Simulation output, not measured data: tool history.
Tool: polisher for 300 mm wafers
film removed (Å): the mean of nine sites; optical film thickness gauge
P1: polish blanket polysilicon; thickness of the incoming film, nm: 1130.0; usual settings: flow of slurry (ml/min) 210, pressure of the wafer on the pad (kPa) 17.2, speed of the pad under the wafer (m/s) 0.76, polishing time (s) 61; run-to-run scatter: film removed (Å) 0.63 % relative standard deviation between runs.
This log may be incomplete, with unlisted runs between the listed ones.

run	hour	flow of slurry (ml/min)	pressure of the wafer on the pad (kPa)	speed of the pad under the wafer (m/s)	polishing time (s)	wafers polished on this pad	hours since the slurry nozzle was cleaned	hours since the head pressure was calibrated	film removed (Å)
1	3.7	210	17.2	0.76	61	855	395.0	236.2	3303.3
2	7.6	210	17.2	1.04	61	890	398.9	240.1	4526.5
3	10.9	210	17.2	0.76	61	919	402.2	243.4	3299.8
4	12.8	210	17.2	0.76	61	936	404.1	245.3	3322.6
5	16.4	210	7.6	0.76	61	969	407.7	248.9	1445.2
6	19.5	210	17.2	0.76	30	996	410.8	252.0	1625.6
7	21.4	210	26.9	0.76	61	1013	412.7	253.9	5182.8
8	24.8	210	17.2	0.76	61	1044	416.1	257.3	3317.6
9	26.8	210	17.2	0.76	61	1062	418.1	259.3	3283.3
10	29.1	210	17.2	0.36	61	1082	420.4	261.6	1550.3
11	31.4	210	17.2	0.76	85	1103	422.7	263.9	4595.3
12	34.9	260	17.2	0.54	61	1134	426.2	267.4	2397.9
13	37.5	285	24.8	0.76	61	1158	428.8	270.0	4908.7
# hour 38.8: worn pad replaced by a new one
14	39.7	210	17.2	0.76	61	8	431.0	272.2	3315.3

Forecast run 15:
15	43.8	315	17.2	0.76	61	45	435.1	276.3	?

Run 15 yielded film removed (Å) 3417.0.
